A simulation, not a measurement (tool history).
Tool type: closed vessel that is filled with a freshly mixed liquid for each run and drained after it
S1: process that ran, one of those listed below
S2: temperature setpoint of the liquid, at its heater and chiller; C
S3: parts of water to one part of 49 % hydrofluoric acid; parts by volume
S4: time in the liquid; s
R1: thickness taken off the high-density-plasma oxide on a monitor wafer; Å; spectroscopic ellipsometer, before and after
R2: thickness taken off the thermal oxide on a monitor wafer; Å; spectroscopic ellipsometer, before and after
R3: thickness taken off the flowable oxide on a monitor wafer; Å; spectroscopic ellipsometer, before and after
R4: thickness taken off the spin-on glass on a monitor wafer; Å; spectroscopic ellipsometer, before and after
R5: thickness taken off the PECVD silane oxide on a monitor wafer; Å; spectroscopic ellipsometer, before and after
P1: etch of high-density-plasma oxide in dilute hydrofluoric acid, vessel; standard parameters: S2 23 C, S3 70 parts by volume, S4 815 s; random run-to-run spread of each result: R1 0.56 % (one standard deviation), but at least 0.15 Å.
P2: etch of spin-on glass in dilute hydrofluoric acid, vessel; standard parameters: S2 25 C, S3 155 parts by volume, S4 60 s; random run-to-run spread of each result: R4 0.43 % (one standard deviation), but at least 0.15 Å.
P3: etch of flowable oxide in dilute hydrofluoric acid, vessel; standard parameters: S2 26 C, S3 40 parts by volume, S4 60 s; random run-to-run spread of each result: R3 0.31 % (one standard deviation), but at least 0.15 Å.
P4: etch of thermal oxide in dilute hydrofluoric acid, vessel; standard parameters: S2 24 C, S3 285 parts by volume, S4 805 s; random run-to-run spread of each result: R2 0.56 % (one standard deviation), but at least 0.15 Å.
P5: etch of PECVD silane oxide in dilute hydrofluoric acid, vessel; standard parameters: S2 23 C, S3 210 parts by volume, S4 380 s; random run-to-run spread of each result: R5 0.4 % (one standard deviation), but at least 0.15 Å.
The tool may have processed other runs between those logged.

run	hour	S1	S2	S3	S4	R1	R2	R3	R4	R5
1	5.3	P1	23	70	815	576.01				
2	16.7	P1	17	70	815	447.22				
3	26.3	P1	17	70	190	102.74				
4	36.7	P4	24	80	805		496.57			
5	41.7	P3	26	40	60			628.77		
6	50.1	P3	26	70	60			345.75		
7	59.6	P1	18	45	815	744.16				
8	66.9	P1	23	20	315	820.6				
9	72.2	P2	25	155	110				368.71	
10	80.6	P3	26	40	110			1152.1		
11	87.9	P1	23	20	815	2149.1				
12	98.8	P1	23	70	1285	904.72				
13	108.8	P5	18.5	210	380					396.92
14	114.4	P2	25	155	60				201.25	
15	123.8	P5	23	340	380					255.65
16	133.8	P4	24	285	805		111.4			
17	139.9	P1	27.5	70	815	687.3				
18	145.6	P4	17	285	805		85.263			
19	152.5	P5	23	210	380					472.7
20	160.3	P3	26	40	60			629.66		
21	167	P1	23	70	815	575.36				
22	173	P2	30	155	60				243.13	
23	180.4	P1	23	115	815	325.53				
# hour 181.8: hydrofluoric acid flow meter replaced
24	187.5	P2	25	40	60				903.62	
25	198.6	P5	23	210	665					825.86
26	205.1	P1	23	70	815	572.91				
27	216.1	P5	23	210	380					476.7
28	225.5	P1	23	70	815	566.97				
29	236	P1	23	70	305	215.02				
30	245.2	P4	24	285	1540		212.47			
31	254.7	P1	23	70	815	564.82				

What does the tool deliver on the next run?
32	263.2	P1	23	70	815	?				

Run 32 gave R1 564.41 Å.
